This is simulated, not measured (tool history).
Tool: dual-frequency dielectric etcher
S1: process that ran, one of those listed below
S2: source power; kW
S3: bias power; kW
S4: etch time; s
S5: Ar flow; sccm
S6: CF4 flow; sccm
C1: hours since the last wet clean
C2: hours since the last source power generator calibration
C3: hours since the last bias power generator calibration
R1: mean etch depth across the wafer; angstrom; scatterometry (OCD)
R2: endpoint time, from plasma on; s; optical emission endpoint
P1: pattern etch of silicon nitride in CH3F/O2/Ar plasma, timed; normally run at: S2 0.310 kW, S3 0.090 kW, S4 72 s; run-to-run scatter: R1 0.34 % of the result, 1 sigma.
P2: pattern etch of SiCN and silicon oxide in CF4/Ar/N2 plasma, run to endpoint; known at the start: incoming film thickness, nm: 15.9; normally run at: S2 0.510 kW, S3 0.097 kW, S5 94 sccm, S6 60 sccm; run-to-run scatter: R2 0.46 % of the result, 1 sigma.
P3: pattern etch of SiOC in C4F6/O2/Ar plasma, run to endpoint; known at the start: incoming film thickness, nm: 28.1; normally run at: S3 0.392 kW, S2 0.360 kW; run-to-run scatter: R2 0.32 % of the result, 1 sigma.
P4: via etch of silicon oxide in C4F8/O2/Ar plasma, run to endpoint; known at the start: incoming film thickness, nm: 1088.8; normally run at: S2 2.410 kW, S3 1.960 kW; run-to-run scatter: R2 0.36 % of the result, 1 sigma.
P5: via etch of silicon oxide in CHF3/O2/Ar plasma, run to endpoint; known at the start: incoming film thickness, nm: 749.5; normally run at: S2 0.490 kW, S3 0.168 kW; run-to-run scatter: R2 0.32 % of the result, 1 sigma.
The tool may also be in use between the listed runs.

run	hour	S1	S2	S3	S4	S5	S6	C1	C2	C3	R1	R2
1	7.5	P1	0.310	0.090	72			92.3	1988.1	2253.7	515.14	
2	17.5	P2	0.510	0.097		94	37	102.3	1998.1	2263.7		16.197
3	26.1	P3	0.360	0.392				110.9	2006.7	2272.3		10.827
4	43.3	P1	0.310	0.090	72			128.1	2023.9	2289.5	514.49	
5	53.1	P1	0.310	0.090	72			137.9	2033.7	2299.3	517.18	
6	64.6	P2	0.510	0.097		55	60	149.4	2045.2	2310.8		14.003
7	78.6	P4	2.410	1.960				163.4	2059.2	2324.8		198.910
8	94.6	P3	0.250	0.392				179.4	2075.2	2340.8		12.386
9	106.0	P4	3.380	1.960				190.8	2086.6	2352.2		174.030
10	114.8	P1	0.370	0.090	44			199.6	2095.4	2361.0	337.52	
11	130.0	P1	0.310	0.090	72			214.8	2110.6	2376.2	517.87	
12	138.6	P1	0.310	0.090	72			223.4	2119.2	2384.8	519.34	
13	152.0	P1	0.310	0.114	72			236.8	2132.6	2398.2	565.54	
# hour 166.8: bias power generator calibrated
14	168.6	P2	0.640	0.097		94	60	253.4	2149.2	1.9		12.345
15	180.6	P3	0.360	0.242				265.4	2161.2	13.9		12.853
16	192.3	P1	0.440	0.090	72			277.1	2172.9	25.6	592.30	
17	199.7	P2	0.510	0.097		94	60	284.5	2180.3	33.0		14.997
18	209.1	P5	0.490	0.168				293.9	2189.7	42.4		412.410
19	222.3	P1	0.310	0.090	72			307.1	2202.9	55.6	515.67	
20	235.3	P1	0.240	0.071	72			320.1	2215.9	68.6	429.10	
21	250.4	P1	0.310	0.090	47			335.2	2231.0	83.7	337.67	
22	263.4	P1	0.180	0.090	72			348.2	2244.0	96.7	422.63	
23	276.8	P2	0.510	0.097		94	60	361.6	2257.4	110.1		14.999
24	292.3	P1	0.310	0.054	72			377.1	2272.9	125.6	434.50	
25	306.8	P1	0.310	0.090	92			391.6	2287.4	140.1	661.51	
26	323.0	P4	2.410	2.549				407.8	2303.6	156.3		184.460
27	340.1	P3	0.360	0.392				424.9	2320.7	173.4		10.797
28	350.2	P5	0.680	0.168				435.0	2330.8	183.5		365.830
29	365.0	P2	0.510	0.068		94	60	449.8	2345.6	198.3		16.941
30	373.1	P4	2.410	1.960				457.9	2353.7	206.4		197.380
31	389.3	P5	0.490	0.236				474.1	2369.9	222.6		368.910
32	398.2	P1	0.220	0.119	72			483.0	2378.8	231.5	507.13	
33	411.1	P1	0.310	0.090	72			495.9	2391.7	244.4	516.60	
34	420.1	P5	0.490	0.168				504.9	2400.7	253.4		414.180
35	435.3	P1	0.310	0.090	72			520.1	2415.9	268.6	516.04	
36	447.5	P1	0.310	0.090	72			532.3	2428.1	280.8	513.18	
37	464.1	P1	0.310	0.090	72			548.9	2444.7	297.4	510.26	
# hour 464.4: wet clean of the chamber
38	480.2	P1	0.310	0.090	72			15.8	2460.8	313.5	507.26	
39	493.3	P1	0.310	0.090	72			28.9	2473.9	326.6	507.70	
40	506.5	P1	0.310	0.090	72			42.1	2487.1	339.8	509.40	
41	514.1	P1	0.310	0.090	72			49.7	2494.7	347.4	512.41	

What P1 gives has crept away from where it was. These 2 causes fit the log equally well, each at the size given:
A: source power that arrives under what is set, % = 4.48
B: bias power that arrives under what is set, % = 4.58
The creep began at about hour 435.3.
Why every other cause is out:
chamber walls in a state that lowers the etch rate, %: serviced at hour 464.4, which brought nothing back

4 check runs are offered, each on 2 wafers whose results are averaged, their results left as question marks. Which one tells the causes apart?
check 1	521.7	P4	3.270	2.352								?
check 2	521.7	P2	0.610	0.097		61	60					?
check 3	521.7	P5	0.660	0.233								?
check 4	521.7	P3	0.280	0.248								?

What each check would give under each cause:
check	result	if A	if B
check 1	R2	170.070	169.220
check 2	R2	12.616	12.307
check 3	R2	336.440	336.130
check 4	R2	14.217	14.195
How far apart the two closest causes lie, in the result that separates them most: check 1 0.5 %; check 2 2.48 %; check 3 0.09 %; check 4 0.15 %
Only check 2 tells the causes apart: in the others they would give nearly the same result.

Then check 2 was run and gave: R2 12.302 s. Which cause is it?

It is B: bias power that arrives under what is set, %.
